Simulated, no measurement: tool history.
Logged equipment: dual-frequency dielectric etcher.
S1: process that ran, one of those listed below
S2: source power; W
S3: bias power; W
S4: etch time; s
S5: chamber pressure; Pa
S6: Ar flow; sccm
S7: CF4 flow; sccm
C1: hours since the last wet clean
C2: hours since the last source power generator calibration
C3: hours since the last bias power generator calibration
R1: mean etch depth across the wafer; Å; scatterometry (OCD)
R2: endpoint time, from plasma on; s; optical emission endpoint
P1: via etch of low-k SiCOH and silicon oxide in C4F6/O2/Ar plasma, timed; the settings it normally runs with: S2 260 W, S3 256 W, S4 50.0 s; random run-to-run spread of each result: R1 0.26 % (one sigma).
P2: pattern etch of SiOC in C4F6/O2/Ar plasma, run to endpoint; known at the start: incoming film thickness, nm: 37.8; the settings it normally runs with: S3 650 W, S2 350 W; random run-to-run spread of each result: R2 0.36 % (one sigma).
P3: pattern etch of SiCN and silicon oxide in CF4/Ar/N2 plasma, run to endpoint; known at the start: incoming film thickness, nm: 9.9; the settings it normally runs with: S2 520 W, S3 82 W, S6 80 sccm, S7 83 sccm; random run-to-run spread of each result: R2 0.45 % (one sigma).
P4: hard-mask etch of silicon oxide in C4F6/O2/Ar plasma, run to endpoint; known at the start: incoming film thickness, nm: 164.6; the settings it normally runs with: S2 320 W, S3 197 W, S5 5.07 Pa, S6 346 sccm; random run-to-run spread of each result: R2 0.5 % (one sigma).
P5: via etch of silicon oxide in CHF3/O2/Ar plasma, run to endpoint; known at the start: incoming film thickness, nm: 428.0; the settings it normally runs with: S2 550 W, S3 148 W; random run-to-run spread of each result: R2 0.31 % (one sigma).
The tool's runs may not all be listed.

run   hour  S1   S2   S3    S4    S5   S6   S7     C1     C2      C3       R1        R2
  1    9.8  P1  260  256  50.0                  156.7  321.4  1326.2  1221.30
  2   18.8  P4  320  197        5.07  346       165.7  330.4  1335.2            57.9480
  3   25.6  P1  180  256  50.0                  172.5  337.2  1342.0  1062.00
  4   31.5  P5  550  148                        178.4  343.1  1347.9           232.6700
  5   38.1  P1  260  256  50.0                  185.0  349.7  1354.5  1217.70
  6   42.8  P1  260  256  50.0                  189.7  354.4  1359.2  1219.70
  7   49.7  P1  210  256  68.0                  196.6  361.3  1366.1  1529.00
  8   59.8  P3  390   82               80   83  206.7  371.4  1376.2            12.0850
  9   66.6  P4  190  197        5.07  346       213.5  378.2  1383.0            71.1340
 10   75.1  P4  320  197        6.07  346       222.0  386.7  1391.5            59.3960
 11   82.6  P3  520   82               62   83  229.5  394.2  1399.0             9.0135
 12   90.1  P1  260  174  50.0                  237.0  401.7  1406.5  1072.90
      96.1  -- wet clean of the chamber
 13   97.7  P5  740  148                          1.6  409.3  1414.1           206.4800
 14  102.5  P2  450  650                          6.4  414.1  1418.9            11.2480
 15  110.5  P5  550  148                         14.4  422.1  1426.9           232.2300
 16  117.7  P1  260  256  70.0                   21.6  429.3  1434.1  1710.90
 17  128.3  P1  340  256  50.0                   32.2  439.9  1444.7  1348.80
 18  137.1  P1  260  256  50.0                   41.0  448.7  1453.5  1225.20
 19  143.6  P1  260  360  50.0                   47.5  455.2  1460.0  1383.90
 20  152.1  P4  320  197        5.07  246        56.0  463.7  1468.5            55.8060
 21  158.7  P3  520  115               80   83   62.6  470.3  1475.1             8.2685
 22  165.7  P4  320  268        5.07  346        69.6  477.3  1482.1            52.5790
 23  172.8  P5  550  113                         76.7  484.4  1489.2           252.9500
 24  178.5  P3  520   82               80   83   82.4  490.1  1494.9             9.2820
 25  188.5  P1  260  256  50.0                   92.4  500.1  1504.9  1219.90
 26  197.3  P3  520   82               80   83  101.2  508.9  1513.7             9.2492
 27  202.2  P1  260  256  50.0                  106.1  513.8  1518.6  1218.90
 28  211.2  P2  350  420                        115.1  522.8  1527.6            14.5050
 29  216.4  P3  520   82               80  100  120.3  528.0  1532.8             9.0228
 30  225.3  P2  350  650                        129.2  536.9  1541.7            12.3520
 31  233.4  P1  260  256  50.0                  137.3  545.0  1549.8  1223.20
 32  241.4  P1  260  256  33.5                  145.3  553.0  1557.8   811.85
 33  247.6  P1  260  256  50.0                  151.5  559.2  1564.0  1215.50
 34  253.1  P1  260  256  50.0                  157.0  564.7  1569.5  1213.20
 35  263.0  P1  260  256  50.0                  166.9  574.6  1579.4  1204.90
     271.5  -- wet clean of the chamber
 36  272.0  P1  260  256  50.0                    0.6  583.6  1588.4  1204.00
 37  282.1  P1  260  256  50.0                   10.7  593.7  1598.5  1194.80
 38  287.9  P1  260  256  50.0                   16.5  599.5  1604.3  1201.60
 39  292.9  P1  260  256  50.0                   21.5  604.5  1609.3  1201.30

What P1 gives has crept off from where it sat before. The 2 causes that follow fit the log equally well, each at the size noted:
A: bias power that arrives under what is set, % = 4.35
B: source power that arrives under what is set, % = 3.99
The gradual shift began around hour 247.6.
Why every other cause is out:
chamber walls in a state that lowers the etch rate, %: its service at hour 271.5 followed the start of the drift and did not put the process back to its old value

Which of the 4 check runs listed below, each an average over 3 wafers with its results shown as question marks, gives clearly different results under the different listed causes?
check 1  297.9  P4  190  240      5.07  346                       ?
check 2  297.9  P2  430  514                                      ?
check 3  297.9  P5  670  117                                      ?
check 4  297.9  P3  520  108             80  83                   ?

What each check would give under each cause:
  check  result      if A      if B
check 1      R2   67.2560   67.2430
check 2      R2   12.7180   12.6980
check 3      R2  233.8200  234.4400
check 4      R2    8.6313    8.8109
Separation of the two closest causes in each check, using whichever result separates them best: check 1 0.02 %; check 2 0.15 %; check 3 0.27 %; check 4 2.06 %
The causes can be told apart only by check 4. The other checks would give nearly the same results under each of them.

Then check 4 was run and gave: R2 8.8041 s. Which cause is it?

It was cause B: source power that arrives under what is set, %.

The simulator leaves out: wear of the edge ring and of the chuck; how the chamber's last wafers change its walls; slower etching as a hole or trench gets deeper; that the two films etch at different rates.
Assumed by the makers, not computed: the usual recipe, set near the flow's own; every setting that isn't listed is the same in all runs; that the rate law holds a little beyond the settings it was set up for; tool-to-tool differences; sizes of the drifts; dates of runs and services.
